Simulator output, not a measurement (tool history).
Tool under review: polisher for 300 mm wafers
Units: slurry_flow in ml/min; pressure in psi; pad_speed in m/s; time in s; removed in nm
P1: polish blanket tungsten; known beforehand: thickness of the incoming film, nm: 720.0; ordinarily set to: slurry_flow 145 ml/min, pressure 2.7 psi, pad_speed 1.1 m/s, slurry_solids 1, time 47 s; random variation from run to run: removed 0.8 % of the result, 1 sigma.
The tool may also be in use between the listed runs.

run	day	slurry_flow	pressure	pad_speed	slurry_solids	time	wafers polished on this pad	hours since the slurry nozzle was cleaned	hours since the head pressure was calibrated	hours since the slurry blender was calibrated	hours since the slurry got fresh peroxide	removed
1	0.275	145	2.7	1.1	1	47	517	498.2	363.7	190.3	24	162.89
2	0.429	145	2.7	1.1	1	47	554	501.9	367.4	194	27.7	162.36
3	0.629	145	2.7	0.68	1	27	602	506.7	372.2	198.8	32.5	58.138
4	0.875	145	2.7	0.64	1	47	662	512.6	378.1	204.7	38.4	94.625
5	1.042	145	2.7	1.64	1.25	47	702	516.6	382.1	208.7	42.4	257.86
6	1.233	220	2.7	1.1	1	47	749	521.2	386.7	213.3	47	174.6
7	1.508	145	2.7	1.1	1.5	47	815	527.8	393.3	219.9	53.6	179.97
8	1.762	145	2.7	1.1	1	24	877	533.9	399.4	226	59.7	83.655
9	1.958	145	2.7	1.56	1	47	924	538.6	404.1	230.7	64.4	231.53
10	2.112	90	2.7	1.1	1	47	962	542.3	407.8	234.4	68.1	146.41
11	2.417	145	3.4	1.1	1	47	1035	549.6	415.1	241.7	75.4	205.37
12	2.617	145	2.7	1.1	1	47	1084	554.4	419.9	246.5	80.2	162.54
13	2.842	145	1.5	1.1	1	47	1138	559.8	425.3	251.9	85.6	90.182
14	3.096	85	1.3	1.1	1	47	1200	565.9	431.4	258	91.7	68.55
15	3.375	145	2.7	1.1	1	47	1267	572.6	438.1	264.7	98.4	162.01
16	3.638	145	2.7	1.1	0.55	47	1331	578.9	444.4	271	104.7	144.03
# day 3.858: worn pad replaced by a new one
17	3.929	145	2.7	1.1	1	47	18	585.9	451.4	278	111.7	160.69
18	4.229	145	2.7	1.1	1	47	90	593.1	458.6	285.2	118.9	166.07
19	4.517	145	2.7	1.1	1	74	160	600	465.5	292.1	125.8	257.81
20	4.692	145	2.7	1.1	1	47	202	604.2	469.7	296.3	130	161.77
21	4.983	145	2.7	1.1	1	47	273	611.2	476.7	303.3	137	155.35
22	5.246	145	2.7	1.1	1	47	336	617.5	483	309.6	143.3	149.43
# day 5.396: slurry blender recalibrated
23	5.425	145	2.7	1.1	1	47	380	621.8	487.3	0.7	147.6	148.18
# day 5.583: worn pad replaced by a new one
# day 5.604: head pressure recalibrated
24	5.729	145	2.7	1.1	1	47	35	629.1	3	8	154.9	147.83
25	5.879	145	2.7	1.1	1	47	71	632.7	6.6	11.6	158.5	148.24
26	6.138	145	2.7	1.1	1	47	134	638.9	12.8	17.8	164.7	146.12

The output of P1 has drifted from where it used to be. Each of the 2 causes below, taken at the size shown beside it, accounts for the log equally well:
A: peroxide lost from the slurry, % = 23.9
B: slurry flow missing at the pad, % = 37.9
The drift started at roughly day 4.692.
The rest of the possible causes, and what rules out each one:
removal rate lost through wear of the pad, %: serviced at day 5.583, after the change had begun; the process did not return to its earlier output
head's pressure below its setpoint, %: serviced at day 5.604, after the change had begun; the process did not return to its earlier output
abrasive missing from the slurry, %: serviced at day 5.396, after the change had begun; the process did not return to its earlier output

Consider the 4 check runs below, whose results appear as question marks and each of which averages 5 wafers. Which one distinguishes the causes, in that each cause would give it a clearly different result?
check 1	6.396	145	1.6	1.1	1	61						?
check 2	6.396	200	2.7	1.1	1	47						?
check 3	6.396	145	2.7	0.66	1	47						?
check 4	6.396	145	2.7	1.1	1.35	29						?

Outcome of each check run for each possible cause:
check	result	if A	if B
check 1	removed	113.11	113.08
check 2	removed	154.64	158.88
check 3	removed	88.24	88.214
check 4	removed	97.517	97.489
How far apart the two closest causes lie, in the result that separates them most: check 1 0.03 %; check 2 2.7 %; check 3 0.03 %; check 4 0.03 %
Check 2 distinguishes between the causes, while the remaining checks would return nearly the same result for all of them.

Here is what check 2 returned: removed 154.1 nm. Which cause is it?

It was cause A: peroxide lost from the slurry, %.

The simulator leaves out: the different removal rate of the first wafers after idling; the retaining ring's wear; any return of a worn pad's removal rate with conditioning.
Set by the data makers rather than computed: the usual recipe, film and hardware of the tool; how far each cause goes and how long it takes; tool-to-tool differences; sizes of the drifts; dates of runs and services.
